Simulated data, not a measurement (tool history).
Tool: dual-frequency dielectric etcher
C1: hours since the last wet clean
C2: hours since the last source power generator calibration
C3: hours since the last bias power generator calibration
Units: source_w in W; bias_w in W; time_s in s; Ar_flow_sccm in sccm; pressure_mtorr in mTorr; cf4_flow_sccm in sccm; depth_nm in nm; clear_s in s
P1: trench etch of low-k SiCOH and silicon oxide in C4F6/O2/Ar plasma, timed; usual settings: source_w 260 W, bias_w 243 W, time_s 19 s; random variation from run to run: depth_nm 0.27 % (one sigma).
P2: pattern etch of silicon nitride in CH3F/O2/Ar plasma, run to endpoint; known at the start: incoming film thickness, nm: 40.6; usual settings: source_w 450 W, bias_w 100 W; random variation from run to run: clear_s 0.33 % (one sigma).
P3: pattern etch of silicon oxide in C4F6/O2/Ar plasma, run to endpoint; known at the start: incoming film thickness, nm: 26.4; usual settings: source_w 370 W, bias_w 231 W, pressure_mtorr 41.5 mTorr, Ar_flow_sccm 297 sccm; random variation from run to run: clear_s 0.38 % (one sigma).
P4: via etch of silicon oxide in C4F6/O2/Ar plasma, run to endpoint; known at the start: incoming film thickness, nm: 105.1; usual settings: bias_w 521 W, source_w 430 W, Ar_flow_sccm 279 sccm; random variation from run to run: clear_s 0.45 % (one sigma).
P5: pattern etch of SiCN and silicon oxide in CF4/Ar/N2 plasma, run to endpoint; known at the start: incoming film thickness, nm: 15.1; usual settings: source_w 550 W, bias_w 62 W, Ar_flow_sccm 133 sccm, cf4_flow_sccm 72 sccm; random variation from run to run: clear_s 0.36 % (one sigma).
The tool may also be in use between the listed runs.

{"run": 1, "hour": 9.6, "process": "P1", "source_w": 260, "bias_w": 243, "time_s": 19, "C1": 179.7, "C2": 862, "C3": 891.5, "depth_nm": 53.562}
{"run": 2, "hour": 27.4, "process": "P2", "source_w": 450, "bias_w": 100, "C1": 197.5, "C2": 879.8, "C3": 909.3, "clear_s": 50.322}
{"run": 3, "hour": 44.3, "process": "P1", "source_w": 260, "bias_w": 339, "time_s": 19, "C1": 214.4, "C2": 896.7, "C3": 926.2, "depth_nm": 60.154}
{"run": 4, "hour": 60.3, "process": "P4", "source_w": 430, "bias_w": 521, "Ar_flow_sccm": 279, "C1": 230.4, "C2": 912.7, "C3": 942.2, "clear_s": 21.58}
{"run": 5, "hour": 69.5, "process": "P1", "source_w": 260, "bias_w": 243, "time_s": 28, "C1": 239.6, "C2": 921.9, "C3": 951.4, "depth_nm": 79.463}
{"hour": 72.5, "done": "source power generator calibrated"}
{"run": 6, "hour": 81.1, "process": "P4", "source_w": 430, "bias_w": 521, "Ar_flow_sccm": 279, "C1": 251.2, "C2": 8.7, "C3": 963, "clear_s": 21.72}
{"run": 7, "hour": 95.5, "process": "P3", "source_w": 370, "bias_w": 231, "Ar_flow_sccm": 297, "pressure_mtorr": 41.5, "C1": 265.6, "C2": 23.1, "C3": 977.4, "clear_s": 8.3566}
{"run": 8, "hour": 104.1, "process": "P1", "source_w": 320, "bias_w": 243, "time_s": 19, "C1": 274.2, "C2": 31.7, "C3": 986, "depth_nm": 58.243}
{"run": 9, "hour": 119.1, "process": "P1", "source_w": 260, "bias_w": 243, "time_s": 19, "C1": 289.2, "C2": 46.7, "C3": 1001, "depth_nm": 53.384}
{"run": 10, "hour": 133.4, "process": "P3", "source_w": 370, "bias_w": 231, "Ar_flow_sccm": 396, "pressure_mtorr": 41.5, "C1": 303.5, "C2": 61, "C3": 1015.3, "clear_s": 8.5316}
{"run": 11, "hour": 146.1, "process": "P5", "source_w": 550, "bias_w": 62, "Ar_flow_sccm": 133, "cf4_flow_sccm": 72, "C1": 316.2, "C2": 73.7, "C3": 1028, "clear_s": 16.035}
{"run": 12, "hour": 156.8, "process": "P1", "source_w": 170, "bias_w": 243, "time_s": 19, "C1": 326.9, "C2": 84.4, "C3": 1038.7, "depth_nm": 45.882}
{"run": 13, "hour": 165.5, "process": "P3", "source_w": 370, "bias_w": 276, "Ar_flow_sccm": 297, "pressure_mtorr": 41.5, "C1": 335.6, "C2": 93.1, "C3": 1047.4, "clear_s": 7.8258}
{"run": 14, "hour": 179.3, "process": "P4", "source_w": 510, "bias_w": 521, "Ar_flow_sccm": 279, "C1": 349.4, "C2": 106.9, "C3": 1061.2, "clear_s": 20.271}
{"run": 15, "hour": 194.9, "process": "P5", "source_w": 550, "bias_w": 62, "Ar_flow_sccm": 133, "cf4_flow_sccm": 87, "C1": 365, "C2": 122.5, "C3": 1076.8, "clear_s": 15.474}
{"run": 16, "hour": 207.2, "process": "P1", "source_w": 260, "bias_w": 243, "time_s": 19, "C1": 377.3, "C2": 134.8, "C3": 1089.1, "depth_nm": 53.57}
{"run": 17, "hour": 219.6, "process": "P1", "source_w": 260, "bias_w": 243, "time_s": 19, "C1": 389.7, "C2": 147.2, "C3": 1101.5, "depth_nm": 53.631}
{"run": 18, "hour": 229.2, "process": "P1", "source_w": 260, "bias_w": 243, "time_s": 11.5, "C1": 399.3, "C2": 156.8, "C3": 1111.1, "depth_nm": 32.526}
{"run": 19, "hour": 243.1, "process": "P5", "source_w": 550, "bias_w": 62, "Ar_flow_sccm": 100, "cf4_flow_sccm": 72, "C1": 413.2, "C2": 170.7, "C3": 1125, "clear_s": 15.317}
{"run": 20, "hour": 254.5, "process": "P1", "source_w": 260, "bias_w": 243, "time_s": 19, "C1": 424.6, "C2": 182.1, "C3": 1136.4, "depth_nm": 53.584}
{"run": 21, "hour": 265.8, "process": "P2", "source_w": 530, "bias_w": 100, "C1": 435.9, "C2": 193.4, "C3": 1147.7, "clear_s": 47.373}
{"run": 22, "hour": 283.4, "process": "P5", "source_w": 550, "bias_w": 79, "Ar_flow_sccm": 133, "cf4_flow_sccm": 72, "C1": 453.5, "C2": 211, "C3": 1165.3, "clear_s": 14.667}
{"run": 23, "hour": 293.5, "process": "P2", "source_w": 450, "bias_w": 122, "C1": 463.6, "C2": 221.1, "C3": 1175.4, "clear_s": 46.742}
{"run": 24, "hour": 305.6, "process": "P1", "source_w": 260, "bias_w": 243, "time_s": 19, "C1": 475.7, "C2": 233.2, "C3": 1187.5, "depth_nm": 53.85}
{"run": 25, "hour": 321.8, "process": "P5", "source_w": 410, "bias_w": 62, "Ar_flow_sccm": 133, "cf4_flow_sccm": 72, "C1": 491.9, "C2": 249.4, "C3": 1203.7, "clear_s": 20.69}
{"run": 26, "hour": 337.6, "process": "P3", "source_w": 250, "bias_w": 231, "Ar_flow_sccm": 297, "pressure_mtorr": 41.5, "C1": 507.7, "C2": 265.2, "C3": 1219.5, "clear_s": 9.6548}
{"run": 27, "hour": 350.3, "process": "P3", "source_w": 370, "bias_w": 231, "Ar_flow_sccm": 297, "pressure_mtorr": 55, "C1": 520.4, "C2": 277.9, "C3": 1232.2, "clear_s": 8.5851}
{"run": 28, "hour": 363.3, "process": "P2", "source_w": 450, "bias_w": 100, "C1": 533.4, "C2": 290.9, "C3": 1245.2, "clear_s": 50.669}
{"run": 29, "hour": 379.9, "process": "P3", "source_w": 370, "bias_w": 231, "Ar_flow_sccm": 297, "pressure_mtorr": 41.5, "C1": 550, "C2": 307.5, "C3": 1261.8, "clear_s": 8.3648}
{"run": 30, "hour": 396.1, "process": "P4", "source_w": 430, "bias_w": 367, "Ar_flow_sccm": 279, "C1": 566.2, "C2": 323.7, "C3": 1278, "clear_s": 24.698}
{"run": 31, "hour": 409.3, "process": "P4", "source_w": 430, "bias_w": 521, "Ar_flow_sccm": 387, "C1": 579.4, "C2": 336.9, "C3": 1291.2, "clear_s": 22.7}
{"run": 32, "hour": 425.5, "process": "P1", "source_w": 350, "bias_w": 243, "time_s": 14, "C1": 595.6, "C2": 353.1, "C3": 1307.4, "depth_nm": 44.183}
{"run": 33, "hour": 439.9, "process": "P1", "source_w": 260, "bias_w": 150, "time_s": 19, "C1": 610, "C2": 367.5, "C3": 1321.8, "depth_nm": 45.798}
{"run": 34, "hour": 453.4, "process": "P1", "source_w": 260, "bias_w": 243, "time_s": 19, "C1": 623.5, "C2": 381, "C3": 1335.3, "depth_nm": 53.587}
{"run": 35, "hour": 469.5, "process": "P1", "source_w": 260, "bias_w": 243, "time_s": 19, "C1": 639.6, "C2": 397.1, "C3": 1351.4, "depth_nm": 53.372}
{"run": 36, "hour": 478.9, "process": "P1", "source_w": 260, "bias_w": 243, "time_s": 19, "C1": 649, "C2": 406.5, "C3": 1360.8, "depth_nm": 53.292}
{"run": 37, "hour": 490.0, "process": "P1", "source_w": 260, "bias_w": 243, "time_s": 19, "C1": 660.1, "C2": 417.6, "C3": 1371.9, "depth_nm": 52.967}
{"run": 38, "hour": 504.0, "process": "P1", "source_w": 260, "bias_w": 243, "time_s": 19, "C1": 674.1, "C2": 431.6, "C3": 1385.9, "depth_nm": 52.95}
{"run": 39, "hour": 519.2, "process": "P1", "source_w": 260, "bias_w": 243, "time_s": 19, "C1": 689.3, "C2": 446.8, "C3": 1401.1, "depth_nm": 53.044}
{"run": 40, "hour": 527.6, "process": "P1", "source_w": 260, "bias_w": 243, "time_s": 19, "C1": 697.7, "C2": 455.2, "C3": 1409.5, "depth_nm": 52.881}
{"hour": 533.8, "done": "wet clean of the chamber"}
{"run": 41, "hour": 539.1, "process": "P1", "source_w": 260, "bias_w": 243, "time_s": 19, "C1": 5.3, "C2": 466.7, "C3": 1421, "depth_nm": 52.759}
{"run": 42, "hour": 554.8, "process": "P1", "source_w": 260, "bias_w": 243, "time_s": 19, "C1": 21, "C2": 482.4, "C3": 1436.7, "depth_nm": 52.787}
{"run": 43, "hour": 564.9, "process": "P1", "source_w": 260, "bias_w": 243, "time_s": 19, "C1": 31.1, "C2": 492.5, "C3": 1446.8, "depth_nm": 52.939}
{"run": 44, "hour": 573.7, "process": "P1", "source_w": 260, "bias_w": 243, "time_s": 19, "C1": 39.9, "C2": 501.3, "C3": 1455.6, "depth_nm": 52.825}
{"run": 45, "hour": 588.4, "process": "P1", "source_w": 260, "bias_w": 243, "time_s": 19, "C1": 54.6, "C2": 516, "C3": 1470.3, "depth_nm": 52.458}

What P1 gives has crept away from where it was. These 2 causes fit the log equally well, each at the size given:
A: source power that arrives under what is set, % = 3.95
B: bias power that arrives under what is set, % = 4.35
The creep began at about hour 453.4.
Why every other cause is out:
chamber walls in a state that lowers the etch rate, %: serviced at hour 533.8, which brought nothing back

4 check runs are offered, each on 2 wafers whose results are averaged, their results left as question marks. Which one tells the causes apart?
{"run": "check 1", "hour": 603.1, "process": "P3", "source_w": 370, "bias_w": 231, "Ar_flow_sccm": 297, "pressure_mtorr": 41.5, "clear_s": "?"}
{"run": "check 2", "hour": 603.1, "process": "P2", "source_w": 450, "bias_w": 100, "clear_s": "?"}
{"run": "check 3", "hour": 603.1, "process": "P4", "source_w": 430, "bias_w": 521, "Ar_flow_sccm": 279, "clear_s": "?"}
{"run": "check 4", "hour": 603.1, "process": "P5", "source_w": 550, "bias_w": 62, "Ar_flow_sccm": 133, "cf4_flow_sccm": 72, "clear_s": "?"}

What each check would give under each cause:
check=check_1 result=clear_s if_A=8.4492 if_B=8.4438
check=check_2 result=clear_s if_A=51.093 if_B=51.149
check=check_3 result=clear_s if_A=22.08 if_B=22.119
check=check_4 result=clear_s if_A=16.557 if_B=16.217
How far apart the two closest causes lie, in the result that separates them most: check 1 0.06 %; check 2 0.11 %; check 3 0.18 %; check 4 2.08 %
Only check 4 tells the causes apart: in the others they would give nearly the same result.

Check 4 was then run and gave: clear_s 16.168 s. Which cause is it?

It is B: bias power that arrives under what is set, %.

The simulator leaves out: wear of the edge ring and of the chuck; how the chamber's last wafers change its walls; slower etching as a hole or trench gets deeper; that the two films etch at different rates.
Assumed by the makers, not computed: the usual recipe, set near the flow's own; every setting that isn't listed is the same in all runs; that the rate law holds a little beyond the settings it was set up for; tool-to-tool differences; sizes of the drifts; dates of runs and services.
